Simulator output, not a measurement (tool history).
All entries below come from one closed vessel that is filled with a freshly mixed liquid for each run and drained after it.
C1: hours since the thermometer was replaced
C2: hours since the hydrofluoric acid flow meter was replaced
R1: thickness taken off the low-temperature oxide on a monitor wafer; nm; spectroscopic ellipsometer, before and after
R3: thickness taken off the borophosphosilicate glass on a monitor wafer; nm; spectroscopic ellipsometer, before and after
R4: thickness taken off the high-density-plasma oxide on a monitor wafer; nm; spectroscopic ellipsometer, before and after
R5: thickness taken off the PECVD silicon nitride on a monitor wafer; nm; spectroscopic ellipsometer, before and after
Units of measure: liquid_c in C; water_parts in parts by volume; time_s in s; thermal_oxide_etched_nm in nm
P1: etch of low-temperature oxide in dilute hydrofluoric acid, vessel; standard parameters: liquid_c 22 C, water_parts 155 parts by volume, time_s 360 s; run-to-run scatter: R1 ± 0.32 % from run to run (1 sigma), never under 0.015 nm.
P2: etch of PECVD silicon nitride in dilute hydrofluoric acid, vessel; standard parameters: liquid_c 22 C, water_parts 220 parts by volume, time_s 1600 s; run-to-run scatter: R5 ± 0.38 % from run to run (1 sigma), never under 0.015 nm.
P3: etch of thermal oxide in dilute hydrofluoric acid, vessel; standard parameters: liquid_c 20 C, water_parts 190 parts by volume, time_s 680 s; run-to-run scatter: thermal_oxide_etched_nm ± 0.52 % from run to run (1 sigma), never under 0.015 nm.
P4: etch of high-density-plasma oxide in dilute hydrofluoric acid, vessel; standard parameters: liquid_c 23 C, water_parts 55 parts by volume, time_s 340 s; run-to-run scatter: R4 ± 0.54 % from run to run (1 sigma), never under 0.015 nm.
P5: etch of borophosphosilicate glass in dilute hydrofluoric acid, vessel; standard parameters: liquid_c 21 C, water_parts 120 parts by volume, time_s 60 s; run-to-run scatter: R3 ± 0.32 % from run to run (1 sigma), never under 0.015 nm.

run 1 day=0.271 | process=P1 liquid_c=22 water_parts=155 time_s=360 | C1=264 C2=368.7 | R1=47.68
run 2 day=0.5 | process=P1 liquid_c=22 water_parts=155 time_s=360 | C1=269.5 C2=374.2 | R1=47.418
run 3 day=0.654 | process=P1 liquid_c=22 water_parts=155 time_s=360 | C1=273.2 C2=377.9 | R1=47.436
run 4 day=0.871 | process=P3 liquid_c=20 water_parts=190 time_s=680 | C1=278.4 C2=383.1 | thermal_oxide_etched_nm=13.67
run 5 day=1.088 | process=P5 liquid_c=21 water_parts=120 time_s=30 | C1=283.6 C2=388.3 | R3=8.543
run 6 day=1.308 | process=P4 liquid_c=23 water_parts=55 time_s=150 | C1=288.9 C2=393.6 | R4=14.824
run 7 day=1.433 | process=P5 liquid_c=25 water_parts=120 time_s=60 | C1=291.9 C2=396.6 | R3=19.959
run 8 day=1.608 | process=P1 liquid_c=17 water_parts=155 time_s=360 | C1=296.1 C2=400.8 | R1=38.843
run 9 day=1.808 | process=P1 liquid_c=28 water_parts=155 time_s=705 | C1=300.9 C2=405.6 | R1=116.28
run 10 day=2.067 | process=P1 liquid_c=17 water_parts=245 time_s=360 | C1=307.1 C2=411.8 | R1=22.58
run 11 day=2.292 | process=P4 liquid_c=23 water_parts=55 time_s=340 | C1=312.5 C2=417.2 | R4=33.551
run 12 day=2.462 | process=P1 liquid_c=22 water_parts=155 time_s=75 | C1=316.6 C2=421.3 | R1=9.8878
run 13 day=2.7 | process=P4 liquid_c=23 water_parts=30 time_s=340 | C1=322.3 C2=427 | R4=63.842
run 14 day=2.908 | process=P3 liquid_c=20 water_parts=190 time_s=680 | C1=327.3 C2=432 | thermal_oxide_etched_nm=13.611
run 15 day=3.062 | process=P2 liquid_c=17 water_parts=220 time_s=1600 | C1=331 C2=435.7 | R5=10.837
run 16 day=3.296 | process=P2 liquid_c=22 water_parts=220 time_s=355 | C1=336.6 C2=441.3 | R5=3.3741
run 17 day=3.467 | process=P3 liquid_c=20 water_parts=190 time_s=1000 | C1=340.7 C2=445.4 | thermal_oxide_etched_nm=19.963
run 18 day=3.746 | process=P3 liquid_c=25 water_parts=190 time_s=680 | C1=347.4 C2=452.1 | thermal_oxide_etched_nm=16.421
run 19 day=3.904 | process=P2 liquid_c=22 water_parts=65 time_s=1600 | C1=351.2 C2=455.9 | R5=49.456
run 20 day=4.058 | process=P1 liquid_c=22 water_parts=155 time_s=360 | C1=354.9 C2=459.6 | R1=47.252
run 21 day=4.254 | process=P1 liquid_c=22 water_parts=290 time_s=360 | C1=359.6 C2=464.3 | R1=22.232
run 22 day=4.442 | process=P3 liquid_c=20 water_parts=325 time_s=680 | C1=364.1 C2=468.8 | thermal_oxide_etched_nm=7.056
run 23 day=4.571 | process=P1 liquid_c=17 water_parts=155 time_s=580 | C1=367.2 C2=471.9 | R1=62.82
run 24 day=4.692 | process=P1 liquid_c=30 water_parts=155 time_s=360 | C1=370.1 C2=474.8 | R1=63.655
run 25 day=4.933 | process=P4 liquid_c=23 water_parts=55 time_s=340 | C1=375.9 C2=480.6 | R4=33.696

What does the tool deliver on the next run?
run 26 day=5.158 | process=P5 liquid_c=21 water_parts=120 time_s=60 | C1=381.3 C2=486 | R3=?

{"run 26": {"R3": 16.953}}

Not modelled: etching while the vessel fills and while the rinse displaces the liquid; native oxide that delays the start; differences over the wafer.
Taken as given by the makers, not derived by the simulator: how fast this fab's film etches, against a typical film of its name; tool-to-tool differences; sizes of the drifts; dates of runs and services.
